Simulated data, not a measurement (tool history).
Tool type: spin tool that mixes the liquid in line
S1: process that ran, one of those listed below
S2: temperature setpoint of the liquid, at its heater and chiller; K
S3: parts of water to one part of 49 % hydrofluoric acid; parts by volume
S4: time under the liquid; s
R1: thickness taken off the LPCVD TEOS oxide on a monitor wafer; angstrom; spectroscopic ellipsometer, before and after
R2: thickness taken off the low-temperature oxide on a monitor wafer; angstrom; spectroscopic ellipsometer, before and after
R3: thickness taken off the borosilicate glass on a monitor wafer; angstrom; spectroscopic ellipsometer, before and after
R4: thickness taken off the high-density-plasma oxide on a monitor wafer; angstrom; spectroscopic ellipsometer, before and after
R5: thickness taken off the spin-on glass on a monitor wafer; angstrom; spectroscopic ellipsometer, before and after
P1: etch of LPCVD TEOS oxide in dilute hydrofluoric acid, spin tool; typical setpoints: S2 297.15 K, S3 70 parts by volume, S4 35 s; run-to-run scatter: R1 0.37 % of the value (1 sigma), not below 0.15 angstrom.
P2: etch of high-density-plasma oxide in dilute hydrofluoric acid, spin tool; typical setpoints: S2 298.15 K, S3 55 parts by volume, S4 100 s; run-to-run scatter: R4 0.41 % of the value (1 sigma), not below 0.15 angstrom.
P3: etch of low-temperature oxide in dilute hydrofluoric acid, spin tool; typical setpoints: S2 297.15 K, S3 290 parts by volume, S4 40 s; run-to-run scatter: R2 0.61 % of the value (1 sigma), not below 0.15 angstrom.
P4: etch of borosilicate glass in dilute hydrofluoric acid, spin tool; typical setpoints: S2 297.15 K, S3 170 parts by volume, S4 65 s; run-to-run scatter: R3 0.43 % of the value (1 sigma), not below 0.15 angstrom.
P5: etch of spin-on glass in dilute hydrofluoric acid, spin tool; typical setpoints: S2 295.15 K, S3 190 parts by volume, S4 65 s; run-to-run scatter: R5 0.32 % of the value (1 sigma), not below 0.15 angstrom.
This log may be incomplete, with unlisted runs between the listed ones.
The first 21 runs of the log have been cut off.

{"run": 22, "hour": 181.2, "S1": "P1", "S2": 297.15, "S3": 70, "S4": 50, "R1": 303.78}
{"run": 23, "hour": 188.3, "S1": "P3", "S2": 297.15, "S3": 290, "S4": 40, "R2": 39.66}
{"hour": 194.4, "done": "thermometer replaced"}
{"run": 24, "hour": 199.3, "S1": "P1", "S2": 297.15, "S3": 70, "S4": 15, "R1": 91.434}
{"run": 25, "hour": 204.8, "S1": "P3", "S2": 297.15, "S3": 110, "S4": 40, "R2": 125.02}
{"run": 26, "hour": 213.7, "S1": "P2", "S2": 306.15, "S3": 55, "S4": 100, "R4": 140.84}
{"run": 27, "hour": 222.2, "S1": "P1", "S2": 297.15, "S3": 70, "S4": 35, "R1": 214.77}
{"run": 28, "hour": 228.2, "S1": "P5", "S2": 302.15, "S3": 190, "S4": 65, "R5": 99.864}
{"run": 29, "hour": 237.3, "S1": "P1", "S2": 297.15, "S3": 120, "S4": 35, "R1": 116.47}
{"run": 30, "hour": 246.6, "S1": "P1", "S2": 297.15, "S3": 70, "S4": 35, "R1": 213.12}
{"run": 31, "hour": 256.4, "S1": "P4", "S2": 297.15, "S3": 170, "S4": 65, "R3": 89.961}
{"run": 32, "hour": 264.4, "S1": "P1", "S2": 297.15, "S3": 70, "S4": 35, "R1": 212.47}
{"run": 33, "hour": 270.0, "S1": "P1", "S2": 301.15, "S3": 70, "S4": 35, "R1": 249.08}
{"run": 34, "hour": 276.3, "S1": "P1", "S2": 297.15, "S3": 70, "S4": 35, "R1": 213.92}
{"run": 35, "hour": 283.7, "S1": "P1", "S2": 297.15, "S3": 70, "S4": 35, "R1": 218.75}
{"run": 36, "hour": 289.4, "S1": "P1", "S2": 297.15, "S3": 70, "S4": 35, "R1": 221.88}
{"run": 37, "hour": 299.5, "S1": "P1", "S2": 297.15, "S3": 70, "S4": 35, "R1": 224.91}
{"run": 38, "hour": 306.7, "S1": "P1", "S2": 297.15, "S3": 70, "S4": 35, "R1": 227.27}
{"run": 39, "hour": 313.3, "S1": "P1", "S2": 297.15, "S3": 70, "S4": 35, "R1": 229.42}
{"run": 40, "hour": 321.8, "S1": "P1", "S2": 297.15, "S3": 70, "S4": 35, "R1": 230.19}
{"run": 41, "hour": 327.1, "S1": "P1", "S2": 297.15, "S3": 70, "S4": 35, "R1": 229.43}

Estimate the outcome of run 42 from the log above:
{"run": 42, "hour": 332.6, "S1": "P1", "S2": 297.15, "S3": 70, "S4": 35, "R1": "?"}

Logged for run 42: R1 231.130 angstrom.
